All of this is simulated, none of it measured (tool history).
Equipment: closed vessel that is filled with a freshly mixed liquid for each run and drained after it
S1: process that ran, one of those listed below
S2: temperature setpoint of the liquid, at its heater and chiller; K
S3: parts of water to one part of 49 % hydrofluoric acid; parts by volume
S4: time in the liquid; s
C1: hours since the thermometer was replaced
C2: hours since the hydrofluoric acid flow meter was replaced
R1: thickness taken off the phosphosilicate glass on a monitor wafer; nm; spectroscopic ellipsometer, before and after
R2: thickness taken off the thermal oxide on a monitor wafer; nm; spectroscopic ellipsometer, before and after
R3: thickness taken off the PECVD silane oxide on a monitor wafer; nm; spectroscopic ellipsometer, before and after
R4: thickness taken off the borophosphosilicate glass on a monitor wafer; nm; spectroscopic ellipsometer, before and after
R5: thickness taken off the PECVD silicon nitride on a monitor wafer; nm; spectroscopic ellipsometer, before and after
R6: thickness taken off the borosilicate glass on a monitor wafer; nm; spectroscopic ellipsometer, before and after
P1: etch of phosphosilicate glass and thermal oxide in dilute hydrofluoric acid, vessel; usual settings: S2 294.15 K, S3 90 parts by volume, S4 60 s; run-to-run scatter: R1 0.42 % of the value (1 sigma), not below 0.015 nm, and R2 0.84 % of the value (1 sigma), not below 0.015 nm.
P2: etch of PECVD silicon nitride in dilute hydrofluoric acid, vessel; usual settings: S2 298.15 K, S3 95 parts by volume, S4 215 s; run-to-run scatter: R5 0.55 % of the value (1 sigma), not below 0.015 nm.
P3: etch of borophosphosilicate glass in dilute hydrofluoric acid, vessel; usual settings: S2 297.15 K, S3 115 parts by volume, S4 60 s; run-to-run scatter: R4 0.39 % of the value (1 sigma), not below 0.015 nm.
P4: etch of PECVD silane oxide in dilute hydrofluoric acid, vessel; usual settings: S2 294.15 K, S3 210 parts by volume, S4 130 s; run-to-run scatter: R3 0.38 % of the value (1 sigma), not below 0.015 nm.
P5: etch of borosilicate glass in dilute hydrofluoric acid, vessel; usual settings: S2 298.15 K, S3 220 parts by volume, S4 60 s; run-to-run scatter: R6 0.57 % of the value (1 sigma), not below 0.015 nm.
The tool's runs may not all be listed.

Run 1, hour 10.1: S1 P1, S2 294.15 K, S3 90 parts by volume, S4 60 s; C1 758.7; C2 335.2. Result: R1 43.515 nm, R2 2.6695 nm.
Run 2, hour 15.7: S1 P4, S2 294.15 K, S3 210 parts by volume, S4 130 s; C1 764.3; C2 340.8. Result: R3 12.159 nm.
Run 3, hour 21.2: S1 P3, S2 297.15 K, S3 115 parts by volume, S4 60 s; C1 769.8; C2 346.3. Result: R4 27.483 nm.
Run 4, hour 26.9: S1 P3, S2 297.15 K, S3 115 parts by volume, S4 30 s; C1 775.5; C2 352. Result: R4 13.615 nm.
Run 5, hour 37.6: S1 P1, S2 294.15 K, S3 90 parts by volume, S4 60 s; C1 786.2; C2 362.7. Result: R1 43.82 nm, R2 2.6768 nm.
Run 6, hour 43: S1 P2, S2 298.15 K, S3 95 parts by volume, S4 340 s; C1 791.6; C2 368.1. Result: R5 7.5633 nm.
Run 7, hour 50.4: S1 P5, S2 298.15 K, S3 220 parts by volume, S4 110 s; C1 799; C2 375.5. Result: R6 17.97 nm.
Run 8, hour 61.3: S1 P5, S2 298.15 K, S3 220 parts by volume, S4 60 s; C1 809.9; C2 386.4. Result: R6 9.8421 nm.
Run 9, hour 68.3: S1 P1, S2 294.15 K, S3 90 parts by volume, S4 60 s; C1 816.9; C2 393.4. Result: R1 43.437 nm, R2 2.7353 nm.
Run 10, hour 74.9: S1 P1, S2 294.15 K, S3 90 parts by volume, S4 60 s; C1 823.5; C2 400. Result: R1 43.847 nm, R2 2.6234 nm.
Run 11, hour 82.4: S1 P5, S2 298.15 K, S3 55 parts by volume, S4 60 s; C1 831; C2 407.5. Result: R6 47.714 nm.
Run 12, hour 91.8: S1 P1, S2 299.65 K, S3 90 parts by volume, S4 60 s; C1 840.4; C2 416.9. Result: R1 54.458 nm, R2 3.3091 nm.
Run 13, hour 99.8: S1 P1, S2 290.15 K, S3 90 parts by volume, S4 60 s; C1 848.4; C2 424.9. Result: R1 36.854 nm, R2 2.3109 nm.
Run 14, hour 110: S1 P4, S2 294.15 K, S3 210 parts by volume, S4 60 s; C1 858.6; C2 435.1. Result: R3 5.5614 nm.
Run 15, hour 120.2: S1 P1, S2 294.15 K, S3 90 parts by volume, S4 115 s; C1 868.8; C2 445.3. Result: R1 83.748 nm, R2 5.0466 nm.
Run 16, hour 126.3: S1 P1, S2 294.15 K, S3 25 parts by volume, S4 60 s; C1 874.9; C2 451.4. Result: R1 168.96 nm, R2 10.495 nm.
Run 17, hour 132.4: S1 P4, S2 294.15 K, S3 60 parts by volume, S4 130 s; C1 881; C2 457.5. Result: R3 50.187 nm.
Run 18, hour 144.7: S1 P2, S2 298.15 K, S3 95 parts by volume, S4 215 s; C1 893.3; C2 469.8. Result: R5 4.7824 nm.
Run 19, hour 155.7: S1 P2, S2 298.15 K, S3 35 parts by volume, S4 215 s; C1 904.3; C2 480.8. Result: R5 12.699 nm.
Run 20, hour 162.4: S1 P1, S2 290.15 K, S3 90 parts by volume, S4 95 s; C1 911; C2 487.5. Result: R1 58.231 nm, R2 3.5999 nm.
Run 21, hour 172.6: S1 P1, S2 294.15 K, S3 145 parts by volume, S4 90 s; C1 921.2; C2 497.7. Result: R1 38.136 nm, R2 2.3129 nm.
Run 22, hour 180.6: S1 P4, S2 290.15 K, S3 210 parts by volume, S4 130 s; C1 929.2; C2 505.7. Result: R3 10.414 nm.
Run 23, hour 189.3: S1 P3, S2 290.15 K, S3 115 parts by volume, S4 60 s; C1 937.9; C2 514.4. Result: R4 20.657 nm.
Run 24, hour 201.1: S1 P2, S2 304.65 K, S3 95 parts by volume, S4 215 s; C1 949.7; C2 526.2. Result: R5 7.1957 nm.
Run 25, hour 211.8: S1 P1, S2 290.15 K, S3 90 parts by volume, S4 105 s; C1 960.4; C2 536.9. Result: R1 64.377 nm, R2 3.9112 nm.
Run 26, hour 217.8: S1 P5, S2 292.65 K, S3 220 parts by volume, S4 60 s; C1 966.4; C2 542.9. Result: R6 8.0508 nm.
Run 27, hour 224.7: S1 P1, S2 294.15 K, S3 155 parts by volume, S4 60 s; C1 973.3; C2 549.8. Result: R1 23.527 nm, R2 1.4402 nm.
Run 28, hour 236.6: S1 P3, S2 297.15 K, S3 200 parts by volume, S4 60 s; C1 985.2; C2 561.7. Result: R4 14.227 nm.
Run 29, hour 243.4: S1 P1, S2 294.15 K, S3 90 parts by volume, S4 30 s; C1 992; C2 568.5. Result: R1 21.821 nm, R2 1.3049 nm.
Run 30, hour 254.4: S1 P1, S2 294.15 K, S3 90 parts by volume, S4 60 s; C1 1003; C2 579.5. Result: R1 43.442 nm, R2 2.7077 nm.
Run 31, hour 264.1: S1 P1, S2 294.15 K, S3 90 parts by volume, S4 60 s; C1 1012.7; C2 589.2. Result: R1 44.7 nm, R2 2.7372 nm.
Run 32, hour 273.2: S1 P1, S2 294.15 K, S3 90 parts by volume, S4 60 s; C1 1021.8; C2 598.3. Result: R1 45.165 nm, R2 2.7763 nm.
Run 33, hour 284.7: S1 P1, S2 294.15 K, S3 90 parts by volume, S4 60 s; C1 1033.3; C2 609.8. Result: R1 45.964 nm, R2 2.7707 nm.
Run 34, hour 295.5: S1 P1, S2 294.15 K, S3 90 parts by volume, S4 60 s; C1 1044.1; C2 620.6. Result: R1 45.911 nm, R2 2.8352 nm.
Run 35, hour 306.8: S1 P1, S2 294.15 K, S3 90 parts by volume, S4 60 s; C1 1055.4; C2 631.9. Result: R1 46.018 nm, R2 2.8622 nm.
Run 36, hour 313.4: S1 P1, S2 294.15 K, S3 90 parts by volume, S4 60 s; C1 1062; C2 638.5. Result: R1 46.11 nm, R2 2.8207 nm.
Run 37, hour 322.6: S1 P1, S2 294.15 K, S3 90 parts by volume, S4 60 s; C1 1071.2; C2 647.7. Result: R1 46.42 nm, R2 2.8297 nm.
Run 38, hour 329.9: S1 P1, S2 294.15 K, S3 90 parts by volume, S4 60 s; C1 1078.5; C2 655. Result: R1 45.967 nm, R2 2.8419 nm.
Run 39, hour 335.7: S1 P1, S2 294.15 K, S3 90 parts by volume, S4 60 s; C1 1084.3; C2 660.8. Result: R1 46.163 nm, R2 2.878 nm.
Run 40, hour 341.2: S1 P1, S2 294.15 K, S3 90 parts by volume, S4 60 s; C1 1089.8; C2 666.3. Result: R1 46.354 nm, R2 2.811 nm.
Run 41, hour 352.9: S1 P1, S2 294.15 K, S3 90 parts by volume, S4 60 s; C1 1101.5; C2 678. Result: R1 46.301 nm, R2 2.8694 nm.

The log shows P1 creeping away from where it was. Any of the 2 causes listed here, at the size stated for it, fits the log just as well as the others:
A: hydrofluoric acid flow above the setpoint (%) = 5.83
B: liquid hotter than its thermometer reads (K) = 1.54
The process output started creeping at around hour 254.4.

Which of the 4 check runs listed below, each an average over 2 wafers with its results shown as question marks, gives clearly different results under the different listed causes?
Run check 1, hour 364.6: S1 P5, S2 298.15 K, S3 90 parts by volume, S4 90 s. Result: R6 ?.
Run check 2, hour 364.6: S1 P4, S2 290.15 K, S3 210 parts by volume, S4 130 s. Result: R3 ?.
Run check 3, hour 364.6: S1 P2, S2 303.15 K, S3 95 parts by volume, S4 215 s. Result: R5 ?.
Run check 4, hour 364.6: S1 P3, S2 292.65 K, S3 115 parts by volume, S4 30 s. Result: R4 ?.

What every check run would give for each of its results, assuming each possible cause in turn:
  check  result    if A    if B
check 1      R6   44.84  44.726
check 2      R3  11.138  11.065
check 3      R5  6.9681  7.2484
check 4      R4  12.155  12.141
Separation of the two closest causes in each check, using whichever result separates them best: check 1 0.25 %; check 2 0.66 %; check 3 3.94 %; check 4 0.11 %
Only in check 3 would the causes give clearly different results; in the remaining checks their results would be nearly the same.

Check 3 has now been run. It gave: R5 7.2836 nm. Which of the candidate causes is it?

The cause is B: liquid hotter than its thermometer reads (K).
